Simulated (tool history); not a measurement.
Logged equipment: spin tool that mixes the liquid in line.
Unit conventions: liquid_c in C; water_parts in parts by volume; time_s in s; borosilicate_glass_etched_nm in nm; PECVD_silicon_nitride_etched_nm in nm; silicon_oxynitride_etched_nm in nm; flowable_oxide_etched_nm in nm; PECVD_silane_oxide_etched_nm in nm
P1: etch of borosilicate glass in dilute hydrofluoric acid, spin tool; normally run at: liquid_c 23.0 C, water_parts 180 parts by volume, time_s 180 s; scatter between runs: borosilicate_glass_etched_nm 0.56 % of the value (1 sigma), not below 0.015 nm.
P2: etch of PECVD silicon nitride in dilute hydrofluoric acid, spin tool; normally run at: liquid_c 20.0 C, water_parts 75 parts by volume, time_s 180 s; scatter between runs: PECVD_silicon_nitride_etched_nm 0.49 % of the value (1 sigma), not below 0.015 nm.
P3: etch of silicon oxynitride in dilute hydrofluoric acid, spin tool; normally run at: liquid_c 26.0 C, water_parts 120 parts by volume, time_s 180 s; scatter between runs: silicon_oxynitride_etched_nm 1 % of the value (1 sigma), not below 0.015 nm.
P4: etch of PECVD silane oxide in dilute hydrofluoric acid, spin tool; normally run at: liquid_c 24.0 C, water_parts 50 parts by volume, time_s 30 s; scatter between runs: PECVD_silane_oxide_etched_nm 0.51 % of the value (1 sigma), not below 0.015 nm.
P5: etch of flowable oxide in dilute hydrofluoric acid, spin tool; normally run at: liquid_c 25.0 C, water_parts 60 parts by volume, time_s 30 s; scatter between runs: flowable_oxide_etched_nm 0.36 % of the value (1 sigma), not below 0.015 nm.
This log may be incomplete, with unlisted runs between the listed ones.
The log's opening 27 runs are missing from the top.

run	hour	process	liquid_c	water_parts	time_s	hours since the thermometer was replaced	hours since the hydrofluoric acid flow meter was replaced	borosilicate_glass_etched_nm	PECVD_silicon_nitride_etched_nm	silicon_oxynitride_etched_nm	flowable_oxide_etched_nm	PECVD_silane_oxide_etched_nm
28	339.5	P5	25.0	105	30	929.6	562.9				12.586	
29	353.9	P4	30.5	50	30	944.0	577.3					31.240
30	362.6	P2	20.0	75	180	952.7	586.0		4.0101			
31	376.1	P1	23.0	180	180	966.2	599.5	15.3410				
32	388.8	P1	23.0	180	180	978.9	612.2	15.0040				
33	397.6	P1	23.0	180	180	987.7	621.0	14.7530				
34	406.5	P1	23.0	180	180	996.6	629.9	14.6540				
35	420.8	P1	23.0	180	180	1010.9	644.2	14.4460				
36	434.7	P1	23.0	180	180	1024.8	658.1	14.4360				

Run 37 has not been measured yet. What should we expect?
37	445.4	P1	23.0	180	180	1035.5	668.8	?				

Run 37 produced borosilicate_glass_etched_nm 14.5500 nm.
